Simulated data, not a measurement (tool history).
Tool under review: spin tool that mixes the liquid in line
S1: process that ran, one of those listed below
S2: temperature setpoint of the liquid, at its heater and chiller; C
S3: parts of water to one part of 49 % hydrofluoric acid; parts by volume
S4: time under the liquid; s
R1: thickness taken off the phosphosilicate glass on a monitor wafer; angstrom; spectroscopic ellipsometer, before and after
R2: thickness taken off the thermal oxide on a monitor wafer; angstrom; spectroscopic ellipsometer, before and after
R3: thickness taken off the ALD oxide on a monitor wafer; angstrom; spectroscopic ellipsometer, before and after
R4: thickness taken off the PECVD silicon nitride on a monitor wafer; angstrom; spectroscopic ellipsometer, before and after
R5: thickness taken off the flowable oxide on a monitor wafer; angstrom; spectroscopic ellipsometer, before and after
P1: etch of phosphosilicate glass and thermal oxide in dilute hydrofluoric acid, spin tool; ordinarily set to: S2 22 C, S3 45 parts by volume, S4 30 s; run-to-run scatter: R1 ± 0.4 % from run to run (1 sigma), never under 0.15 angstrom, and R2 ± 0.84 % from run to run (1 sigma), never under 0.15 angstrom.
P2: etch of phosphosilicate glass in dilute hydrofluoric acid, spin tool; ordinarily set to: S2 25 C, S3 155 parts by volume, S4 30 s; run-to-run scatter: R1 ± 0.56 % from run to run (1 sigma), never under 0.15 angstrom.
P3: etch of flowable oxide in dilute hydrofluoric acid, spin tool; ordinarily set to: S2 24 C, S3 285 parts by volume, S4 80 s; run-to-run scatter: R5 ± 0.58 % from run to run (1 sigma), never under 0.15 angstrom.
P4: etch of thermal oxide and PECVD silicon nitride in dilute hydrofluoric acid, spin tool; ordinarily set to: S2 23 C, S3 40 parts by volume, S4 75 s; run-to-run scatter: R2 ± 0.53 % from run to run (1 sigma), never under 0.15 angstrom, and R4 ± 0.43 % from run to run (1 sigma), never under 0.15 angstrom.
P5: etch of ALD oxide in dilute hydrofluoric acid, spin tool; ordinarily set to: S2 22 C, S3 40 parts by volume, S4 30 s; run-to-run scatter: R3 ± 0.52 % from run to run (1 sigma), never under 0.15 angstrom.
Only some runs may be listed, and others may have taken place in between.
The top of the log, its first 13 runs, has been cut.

run   hour  S1    S2   S3  S4      R1      R2      R3  R4      R5
 14  109.2  P2    25  155  30  271.69
 15  114.7  P5    22   20  30                  242.98
 16  119.9  P1  25.5   45  30  1463.3  36.886
 17  126.5  P1    22   45  55  2316.6  58.534
 18    135  P1    22   45  30  1270.2  32.513
 19  140.6  P5    22   40  30                  119.04
 20  148.8  P3    24  285  80                              59.865
 21  155.4  P3    24  285  80                              59.302
 22  162.6  P1    18   45  30  1070.9  27.229
 23  168.2  P1    22   45  30  1261.5  31.244
 24  174.6  P5  29.5   40  30                  159.59
 25  181.1  P3  18.5  285  80                              48.905
 26  187.4  P1    22   60  30  931.98  23.984
 27  195.5  P1    22   45  15  633.72  15.962
 28  200.5  P2    25  155  15  135.02
 29  209.9  P1    22   45  30  1264.6  32.234
 30  216.3  P3    24  150  80                              131.35
 31  221.9  P5    22   40  30                  118.45
 32  231.5  P1    22   45  30    1264   32.13
 33    238  P1    22   45  30  1238.2  31.676
 34  246.8  P1    22   45  30  1214.5  30.814
 35  253.6  P1    22   45  30    1208  30.619
 36  258.9  P1    22   45  30  1200.7  30.751

The next listed run, before its measurement:
 37  266.8  P1  22  45  30   ?   ?

{"run 37": {"R1": 1196, "R2": 30.436}}
